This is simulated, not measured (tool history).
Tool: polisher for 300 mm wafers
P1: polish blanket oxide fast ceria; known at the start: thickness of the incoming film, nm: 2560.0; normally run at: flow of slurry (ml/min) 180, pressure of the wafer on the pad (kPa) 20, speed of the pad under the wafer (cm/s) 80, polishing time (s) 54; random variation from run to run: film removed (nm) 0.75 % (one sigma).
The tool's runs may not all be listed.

| run | day | flow of slurry (ml/min) | pressure of the wafer on the pad (kPa) | speed of the pad under the wafer (cm/s) | polishing time (s) | wafers polished on this pad | hours since the slurry nozzle was cleaned | hours since the head pressure was calibrated | film removed (nm) |
|---|---|---|---|---|---|---|---|---|---|
| 1 | 0.096 | 180 | 20 | 80 | 54 | 921 | 323.3 | 475 | 702.18 |
| 2 | 0.175 | 180 | 20 | 80 | 24 | 938 | 325.2 | 476.9 | 310.92 |
| 3 | 0.333 | 180 | 20 | 58 | 54 | 973 | 329 | 480.7 | 505.67 |
| 4 | 0.442 | 180 | 20 | 80 | 54 | 997 | 331.6 | 483.3 | 703.24 |
|  | 0.592 | worn pad replaced by a new one |
| 5 | 0.617 | 180 | 20 | 80 | 54 | 6 | 335.8 | 487.5 | 702.53 |
| 6 | 0.742 | 180 | 20 | 40 | 73 | 33 | 338.8 | 490.5 | 480.23 |
| 7 | 0.896 | 180 | 20 | 102 | 54 | 67 | 342.5 | 494.2 | 905.38 |
| 8 | 1.058 | 180 | 25.5 | 80 | 54 | 103 | 346.4 | 498.1 | 900.16 |
| 9 | 1.138 | 110 | 20 | 80 | 54 | 121 | 348.3 | 500 | 643.75 |
| 10 | 1.292 | 180 | 20 | 80 | 73 | 155 | 352 | 503.7 | 939.28 |
| 11 | 1.475 | 180 | 20 | 80 | 54 | 195 | 356.4 | 508.1 | 701.35 |
| 12 | 1.567 | 110 | 20 | 108 | 54 | 216 | 358.6 | 510.3 | 868.8 |
| 13 | 1.729 | 180 | 15.2 | 80 | 54 | 251 | 362.5 | 514.2 | 529.29 |
| 14 | 1.867 | 280 | 20 | 80 | 54 | 282 | 365.8 | 517.5 | 739.72 |
| 15 | 1.983 | 180 | 20 | 80 | 54 | 308 | 368.6 | 520.3 | 701.28 |
| 16 | 2.088 | 180 | 20 | 80 | 54 | 331 | 371.1 | 522.8 | 701.32 |
| 17 | 2.208 | 180 | 20 | 80 | 54 | 357 | 374 | 525.7 | 706.32 |
| 18 | 2.321 | 180 | 20 | 80 | 54 | 382 | 376.7 | 528.4 | 695.07 |
| 19 | 2.496 | 180 | 20 | 80 | 54 | 421 | 380.9 | 532.6 | 678.81 |
| 20 | 2.588 | 180 | 20 | 80 | 54 | 441 | 383.1 | 534.8 | 672.73 |
| 21 | 2.7 | 180 | 20 | 80 | 54 | 466 | 385.8 | 537.5 | 676.28 |
|  | 2.796 | worn pad replaced by a new one |
| 22 | 2.85 | 180 | 20 | 80 | 54 | 12 | 389.4 | 541.1 | 678.29 |

The next listed run, before its measurement:
| 23 | 3.004 | 180 | 20 | 80 | 54 | 46 | 393.1 | 544.8 | ? |

Run 23 gave film removed (nm) 668.72.
